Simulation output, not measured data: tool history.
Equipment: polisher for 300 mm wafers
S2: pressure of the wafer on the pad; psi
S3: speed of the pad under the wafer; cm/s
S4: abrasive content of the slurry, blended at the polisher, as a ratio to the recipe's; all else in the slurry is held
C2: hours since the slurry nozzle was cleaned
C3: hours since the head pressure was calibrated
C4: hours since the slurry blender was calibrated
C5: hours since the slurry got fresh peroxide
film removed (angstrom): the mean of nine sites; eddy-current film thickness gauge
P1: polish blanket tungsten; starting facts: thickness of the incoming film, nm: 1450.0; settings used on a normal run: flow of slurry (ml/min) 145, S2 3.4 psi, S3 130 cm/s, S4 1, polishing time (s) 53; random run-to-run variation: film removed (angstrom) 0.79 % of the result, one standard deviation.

run 1 day=0.654 | flow_of_slurry_(ml/min)=145 S2=3.4 S3=130 S4=1 polishing_time_(s)=53 | wafers_polished_on_this_pad=386 C2=159.8 C3=640.3 C4=208.5 C5=42.9 | film_removed_(angstrom)=3215.4
run 2 day=1.346 | flow_of_slurry_(ml/min)=145 S2=4.3 S3=70 S4=1 polishing_time_(s)=53 | wafers_polished_on_this_pad=523 C2=176.4 C3=656.9 C4=225.1 C5=59.5 | film_removed_(angstrom)=2200.5
run 3 day=1.671 | flow_of_slurry_(ml/min)=145 S2=3.4 S3=130 S4=1 polishing_time_(s)=53 | wafers_polished_on_this_pad=588 C2=184.2 C3=664.7 C4=232.9 C5=67.3 | film_removed_(angstrom)=3211
run 4 day=2.304 | flow_of_slurry_(ml/min)=145 S2=1.5 S3=130 S4=1 polishing_time_(s)=53 | wafers_polished_on_this_pad=713 C2=199.4 C3=679.9 C4=248.1 C5=82.5 | film_removed_(angstrom)=1428
run 5 day=2.717 | flow_of_slurry_(ml/min)=145 S2=3.4 S3=82 S4=1 polishing_time_(s)=53 | wafers_polished_on_this_pad=795 C2=209.3 C3=689.8 C4=258 C5=92.4 | film_removed_(angstrom)=2047.6
run 6 day=3.096 | flow_of_slurry_(ml/min)=145 S2=3.4 S3=130 S4=1 polishing_time_(s)=53 | wafers_polished_on_this_pad=871 C2=218.4 C3=698.9 C4=267.1 C5=101.5 | film_removed_(angstrom)=3249.1
run 7 day=3.575 | flow_of_slurry_(ml/min)=145 S2=3.4 S3=130 S4=0.8 polishing_time_(s)=53 | wafers_polished_on_this_pad=966 C2=229.9 C3=710.4 C4=278.6 C5=113 | film_removed_(angstrom)=3050.2
run 8 day=4.212 | flow_of_slurry_(ml/min)=145 S2=3.4 S3=130 S4=1 polishing_time_(s)=53 | wafers_polished_on_this_pad=1092 C2=245.2 C3=725.7 C4=293.9 C5=128.3 | film_removed_(angstrom)=3160.7
run 9 day=4.688 | flow_of_slurry_(ml/min)=145 S2=3.4 S3=130 S4=1 polishing_time_(s)=53 | wafers_polished_on_this_pad=1186 C2=256.6 C3=737.1 C4=305.3 C5=139.7 | film_removed_(angstrom)=3205.2
run 10 day=5.188 | flow_of_slurry_(ml/min)=145 S2=5.1 S3=66 S4=1 polishing_time_(s)=53 | wafers_polished_on_this_pad=1286 C2=268.6 C3=749.1 C4=317.3 C5=151.7 | film_removed_(angstrom)=2454.7
run 11 day=5.758 | flow_of_slurry_(ml/min)=145 S2=3.4 S3=130 S4=1 polishing_time_(s)=53 | wafers_polished_on_this_pad=1399 C2=282.3 C3=762.8 C4=331 C5=165.4 | film_removed_(angstrom)=3217.8
run 12 day=6.308 | flow_of_slurry_(ml/min)=145 S2=1.5 S3=130 S4=1.45 polishing_time_(s)=53 | wafers_polished_on_this_pad=1508 C2=295.5 C3=776 C4=344.2 C5=178.6 | film_removed_(angstrom)=1551.4
run 13 day=6.675 | flow_of_slurry_(ml/min)=145 S2=3.4 S3=130 S4=1 polishing_time_(s)=78 | wafers_polished_on_this_pad=1581 C2=304.3 C3=784.8 C4=353 C5=187.4 | film_removed_(angstrom)=4827.6
run 14 day=7.079 | flow_of_slurry_(ml/min)=90 S2=3.4 S3=130 S4=1 polishing_time_(s)=53 | wafers_polished_on_this_pad=1661 C2=314 C3=794.5 C4=362.7 C5=197.1 | film_removed_(angstrom)=2872.7
run 15 day=7.533 | flow_of_slurry_(ml/min)=145 S2=3.4 S3=130 S4=1 polishing_time_(s)=34 | wafers_polished_on_this_pad=1751 C2=324.9 C3=805.4 C4=373.6 C5=208 | film_removed_(angstrom)=2034.6
run 16 day=8.175 | flow_of_slurry_(ml/min)=145 S2=3.4 S3=130 S4=1.35 polishing_time_(s)=53 | wafers_polished_on_this_pad=1878 C2=340.3 C3=820.8 C4=389 C5=223.4 | film_removed_(angstrom)=3430.2
run 17 day=8.775 | flow_of_slurry_(ml/min)=220 S2=3.4 S3=130 S4=1 polishing_time_(s)=53 | wafers_polished_on_this_pad=1997 C2=354.7 C3=835.2 C4=403.4 C5=237.8 | film_removed_(angstrom)=3421.2
-- day=9.317 slurry blender recalibrated
run 18 day=9.517 | flow_of_slurry_(ml/min)=145 S2=4.5 S3=130 S4=1 polishing_time_(s)=53 | wafers_polished_on_this_pad=2144 C2=372.5 C3=853 C4=4.8 C5=255.6 | film_removed_(angstrom)=4340
run 19 day=10.125 | flow_of_slurry_(ml/min)=145 S2=3.4 S3=206 S4=1 polishing_time_(s)=53 | wafers_polished_on_this_pad=2265 C2=387.1 C3=867.6 C4=19.4 C5=270.2 | film_removed_(angstrom)=5116.6
run 20 day=10.546 | flow_of_slurry_(ml/min)=145 S2=3.4 S3=130 S4=1 polishing_time_(s)=53 | wafers_polished_on_this_pad=2349 C2=397.2 C3=877.7 C4=29.5 C5=280.3 | film_removed_(angstrom)=3193.4
run 21 day=11.083 | flow_of_slurry_(ml/min)=145 S2=3.4 S3=130 S4=1 polishing_time_(s)=53 | wafers_polished_on_this_pad=2455 C2=410.1 C3=890.6 C4=42.4 C5=293.2 | film_removed_(angstrom)=3170.6
run 22 day=11.608 | flow_of_slurry_(ml/min)=145 S2=3.4 S3=130 S4=1 polishing_time_(s)=53 | wafers_polished_on_this_pad=2559 C2=422.7 C3=903.2 C4=55 C5=305.8 | film_removed_(angstrom)=3043.5
run 23 day=11.95 | flow_of_slurry_(ml/min)=145 S2=3.4 S3=130 S4=1 polishing_time_(s)=53 | wafers_polished_on_this_pad=2627 C2=430.9 C3=911.4 C4=63.2 C5=314 | film_removed_(angstrom)=3023.6
-- day=12.5 worn pad replaced by a new one
-- day=12.588 head pressure recalibrated
run 24 day=12.675 | flow_of_slurry_(ml/min)=145 S2=3.4 S3=130 S4=1 polishing_time_(s)=53 | wafers_polished_on_this_pad=35 C2=448.3 C3=2.1 C4=80.6 C5=331.4 | film_removed_(angstrom)=3007.4
-- day=12.896 slurry tank refilled with fresh slurry and peroxide
run 25 day=13.154 | flow_of_slurry_(ml/min)=145 S2=3.4 S3=130 S4=1 polishing_time_(s)=53 | wafers_polished_on_this_pad=130 C2=459.8 C3=13.6 C4=92.1 C5=6.3 | film_removed_(angstrom)=2966.3
run 26 day=13.717 | flow_of_slurry_(ml/min)=145 S2=3.4 S3=130 S4=1 polishing_time_(s)=53 | wafers_polished_on_this_pad=242 C2=473.3 C3=27.1 C4=105.6 C5=19.8 | film_removed_(angstrom)=2973.5
run 27 day=14.192 | flow_of_slurry_(ml/min)=145 S2=3.4 S3=130 S4=1 polishing_time_(s)=53 | wafers_polished_on_this_pad=336 C2=484.7 C3=38.5 C4=117 C5=31.2 | film_removed_(angstrom)=2946.1
run 28 day=14.754 | flow_of_slurry_(ml/min)=145 S2=3.4 S3=130 S4=1 polishing_time_(s)=53 | wafers_polished_on_this_pad=447 C2=498.2 C3=52 C4=130.5 C5=44.7 | film_removed_(angstrom)=2925.2
run 29 day=15.1 | flow_of_slurry_(ml/min)=145 S2=3.4 S3=130 S4=1 polishing_time_(s)=53 | wafers_polished_on_this_pad=516 C2=506.5 C3=60.3 C4=138.8 C5=53 | film_removed_(angstrom)=2926.4

Something has made what P1 gives creep away from where it was; the 2 causes below, each at its own stated size, fit the log equally well:
A: slurry flow missing at the pad, % = 34.6
B: abrasive missing from the slurry, % = 33
The creep began at about day 10.546.
The rest of the possible causes, and what rules out each one:
removal rate lost through wear of the pad, %: was serviced at day 12.5, once the creep was under way, yet the earlier output never came back
head's pressure below its setpoint, %: was serviced at day 12.588, once the creep was under way, yet the earlier output never came back
peroxide lost from the slurry, %: was serviced at day 12.896, once the creep was under way, yet the earlier output never came back

You are offered 4 check runs, listed below with question marks in place of their results; each one averages 5 wafers. Which run separates the listed causes by giving clearly different results for each?
run check 1 day=15.446 | flow_of_slurry_(ml/min)=215 S2=3.4 S3=130 S4=1 polishing_time_(s)=53 | film_removed_(angstrom)=?
run check 2 day=15.446 | flow_of_slurry_(ml/min)=145 S2=4.2 S3=130 S4=1 polishing_time_(s)=70 | film_removed_(angstrom)=?
run check 3 day=15.446 | flow_of_slurry_(ml/min)=145 S2=1.5 S3=130 S4=1.3 polishing_time_(s)=53 | film_removed_(angstrom)=?
run check 4 day=15.446 | flow_of_slurry_(ml/min)=145 S2=3.4 S3=186 S4=1 polishing_time_(s)=42 | film_removed_(angstrom)=?

Outcome of each check run for each possible cause:
check=check_1 result=film_removed_(angstrom) if_A=3198.8 if_B=3109.7
check=check_2 result=film_removed_(angstrom) if_A=4783.9 if_B=4782.8
check=check_3 result=film_removed_(angstrom) if_A=1377.5 if_B=1373.8
check=check_4 result=film_removed_(angstrom) if_A=3324.6 if_B=3323.8
Distance between the nearest two causes, measured in the result of the check that separates them most: check 1 2.83 %; check 2 0.02 %; check 3 0.27 %; check 4 0.02 %
Only check 1 tells the causes apart: in the others they would give nearly the same result.

After running check 1, the following was obtained: film removed (angstrom) 3195.3. Which cause does this point to?

It was cause A: slurry flow missing at the pad, %.
